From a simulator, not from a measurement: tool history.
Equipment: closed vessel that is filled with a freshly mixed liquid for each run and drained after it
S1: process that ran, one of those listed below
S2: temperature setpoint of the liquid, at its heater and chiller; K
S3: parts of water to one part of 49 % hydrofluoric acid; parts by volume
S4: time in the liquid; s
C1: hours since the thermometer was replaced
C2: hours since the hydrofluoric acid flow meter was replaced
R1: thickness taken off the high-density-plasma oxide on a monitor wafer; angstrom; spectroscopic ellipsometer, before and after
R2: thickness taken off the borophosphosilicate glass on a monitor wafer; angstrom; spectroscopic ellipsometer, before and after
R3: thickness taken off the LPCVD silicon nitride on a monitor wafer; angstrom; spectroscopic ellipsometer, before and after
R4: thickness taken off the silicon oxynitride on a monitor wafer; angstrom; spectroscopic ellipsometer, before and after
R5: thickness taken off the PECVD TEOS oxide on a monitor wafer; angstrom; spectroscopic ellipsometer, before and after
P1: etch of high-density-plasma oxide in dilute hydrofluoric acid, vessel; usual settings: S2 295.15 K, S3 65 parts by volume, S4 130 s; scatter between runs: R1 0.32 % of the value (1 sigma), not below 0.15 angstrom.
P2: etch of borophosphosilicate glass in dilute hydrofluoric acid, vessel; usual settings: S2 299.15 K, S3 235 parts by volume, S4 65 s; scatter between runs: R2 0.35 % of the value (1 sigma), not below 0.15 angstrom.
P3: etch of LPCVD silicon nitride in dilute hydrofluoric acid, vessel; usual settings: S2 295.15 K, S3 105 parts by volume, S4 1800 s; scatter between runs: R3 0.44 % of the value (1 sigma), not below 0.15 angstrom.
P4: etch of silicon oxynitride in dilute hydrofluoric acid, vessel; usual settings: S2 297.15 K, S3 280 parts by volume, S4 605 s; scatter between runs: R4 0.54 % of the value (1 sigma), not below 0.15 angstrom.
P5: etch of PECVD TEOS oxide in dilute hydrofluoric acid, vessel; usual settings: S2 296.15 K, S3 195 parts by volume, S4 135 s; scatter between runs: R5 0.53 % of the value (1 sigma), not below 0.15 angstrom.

run 1 hour=3.8 | S1=P1 S2=295.15 S3=65 S4=130 | C1=1554.9 C2=909.6 | R1=105.63
run 2 hour=8.7 | S1=P2 S2=299.15 S3=235 S4=65 | C1=1559.8 C2=914.5 | R2=92.812
run 3 hour=12.1 | S1=P1 S2=295.15 S3=65 S4=130 | C1=1563.2 C2=917.9 | R1=105.75
run 4 hour=16.9 | S1=P1 S2=295.15 S3=35 S4=130 | C1=1568 C2=922.7 | R1=205.66
run 5 hour=19.7 | S1=P1 S2=295.15 S3=65 S4=215 | C1=1570.8 C2=925.5 | R1=173.58
run 6 hour=24.3 | S1=P1 S2=295.15 S3=65 S4=130 | C1=1575.4 C2=930.1 | R1=104.93
run 7 hour=28.3 | S1=P1 S2=290.15 S3=65 S4=205 | C1=1579.4 C2=934.1 | R1=134.1
run 8 hour=31.7 | S1=P3 S2=290.15 S3=105 S4=1800 | C1=1582.8 C2=937.5 | R3=53.527
run 9 hour=36.2 | S1=P1 S2=295.15 S3=65 S4=130 | C1=1587.3 C2=942 | R1=106.11
run 10 hour=40.9 | S1=P1 S2=291.15 S3=65 S4=60 | C1=1592 C2=946.7 | R1=41.664
run 11 hour=43.1 | S1=P1 S2=299.15 S3=30 S4=130 | C1=1594.2 C2=948.9 | R1=280.66
run 12 hour=46.5 | S1=P1 S2=295.15 S3=90 S4=130 | C1=1597.6 C2=952.3 | R1=73.755
run 13 hour=48.8 | S1=P2 S2=299.15 S3=235 S4=105 | C1=1599.9 C2=954.6 | R2=150.26
run 14 hour=51.7 | S1=P3 S2=295.15 S3=105 S4=1800 | C1=1602.8 C2=957.5 | R3=75.27
run 15 hour=54.4 | S1=P1 S2=295.15 S3=65 S4=130 | C1=1605.5 C2=960.2 | R1=105.98
run 16 hour=57.5 | S1=P1 S2=290.15 S3=65 S4=130 | C1=1608.6 C2=963.3 | R1=85.311
run 17 hour=60.6 | S1=P4 S2=297.15 S3=280 S4=190 | C1=1611.7 C2=966.4 | R4=22.527
run 18 hour=65.5 | S1=P5 S2=296.15 S3=195 S4=30 | C1=1616.6 C2=971.3 | R5=23.156
run 19 hour=68.6 | S1=P4 S2=297.15 S3=495 S4=605 | C1=1619.7 C2=974.4 | R4=35.254
-- hour=69.7 thermometer replaced
run 20 hour=71.3 | S1=P5 S2=296.15 S3=195 S4=135 | C1=1.7 C2=977.1 | R5=106.04
run 21 hour=76.2 | S1=P2 S2=293.65 S3=235 S4=65 | C1=6.6 C2=982 | R2=76.521
run 22 hour=79.5 | S1=P5 S2=296.15 S3=195 S4=135 | C1=9.9 C2=985.3 | R5=105.35
run 23 hour=82.3 | S1=P5 S2=296.15 S3=85 S4=135 | C1=12.7 C2=988.1 | R5=271.69
run 24 hour=86.6 | S1=P1 S2=295.15 S3=65 S4=30 | C1=17 C2=992.4 | R1=24.367
run 25 hour=89.6 | S1=P3 S2=295.15 S3=25 S4=1800 | C1=20 C2=995.4 | R3=299.56
run 26 hour=93 | S1=P2 S2=299.15 S3=70 S4=65 | C1=23.4 C2=998.8 | R2=382.66
run 27 hour=97.1 | S1=P1 S2=299.15 S3=65 S4=130 | C1=27.5 C2=1002.9 | R1=124.02
run 28 hour=101.9 | S1=P3 S2=295.15 S3=105 S4=30 | C1=32.3 C2=1007.7 | R3=1.3484
run 29 hour=106.5 | S1=P5 S2=290.15 S3=195 S4=135 | C1=36.9 C2=1012.3 | R5=83.249
run 30 hour=111.4 | S1=P4 S2=292.15 S3=280 S4=605 | C1=41.8 C2=1017.2 | R4=57.353
run 31 hour=113.7 | S1=P4 S2=297.15 S3=280 S4=605 | C1=44.1 C2=1019.5 | R4=71.765
run 32 hour=118.5 | S1=P3 S2=295.15 S3=105 S4=1800 | C1=48.9 C2=1024.3 | R3=74.757
run 33 hour=122.1 | S1=P1 S2=295.15 S3=65 S4=130 | C1=52.5 C2=1027.9 | R1=105.7
run 34 hour=127 | S1=P1 S2=295.15 S3=65 S4=130 | C1=57.4 C2=1032.8 | R1=108.7
run 35 hour=131.8 | S1=P1 S2=295.15 S3=65 S4=130 | C1=62.2 C2=1037.6 | R1=110.24
run 36 hour=136.6 | S1=P1 S2=295.15 S3=65 S4=130 | C1=67 C2=1042.4 | R1=112.39
run 37 hour=139.4 | S1=P1 S2=295.15 S3=65 S4=130 | C1=69.8 C2=1045.2 | R1=112.92
run 38 hour=141.7 | S1=P1 S2=295.15 S3=65 S4=130 | C1=72.1 C2=1047.5 | R1=112.89
run 39 hour=145.1 | S1=P1 S2=295.15 S3=65 S4=130 | C1=75.5 C2=1050.9 | R1=112.86
run 40 hour=149.7 | S1=P1 S2=295.15 S3=65 S4=130 | C1=80.1 C2=1055.5 | R1=113.79
run 41 hour=152.6 | S1=P1 S2=295.15 S3=65 S4=130 | C1=83 C2=1058.4 | R1=113.32
run 42 hour=155.2 | S1=P1 S2=295.15 S3=65 S4=130 | C1=85.6 C2=1061 | R1=113.38

P1 has crept away from where it was. The log is fitted equally well by each of these 2 causes, at the sizes shown:
A: hydrofluoric acid flow above the setpoint (%) = 7.06
B: liquid hotter than its thermometer reads (K) = 1.79
Onset of the creep was near hour 122.1.

Of the 4 check runs listed below, each run on one wafer and each result written as a question mark, which would let you distinguish the listed causes because they would give clearly different results?
run check 1 hour=157.8 | S1=P5 S2=296.15 S3=110 S4=135 | R5=?
run check 2 hour=157.8 | S1=P4 S2=293.15 S3=420 S4=605 | R4=?
run check 3 hour=157.8 | S1=P2 S2=299.15 S3=70 S4=65 | R2=?
run check 4 hour=157.8 | S1=P3 S2=295.15 S3=35 S4=1800 | R3=?

What every check run would give for each of its results, assuming each possible cause in turn:
check=check_1 result=R5 if_A=221.93 if_B=220.53
check=check_2 result=R4 if_A=40.314 if_B=39.954
check=check_3 result=R2 if_A=411.28 if_B=409.74
check=check_4 result=R3 if_A=232.52 if_B=246.04
Distance between the nearest two causes, measured in the result of the check that separates them most: check 1 0.63 %; check 2 0.9 %; check 3 0.38 %; check 4 5.65 %
Only check 4 tells the causes apart: in the others they would give nearly the same result.

With check 4 done, the readings were: R3 231.11 angstrom. Identify which of the listed causes applies.

It was cause A: hydrofluoric acid flow above the setpoint (%).
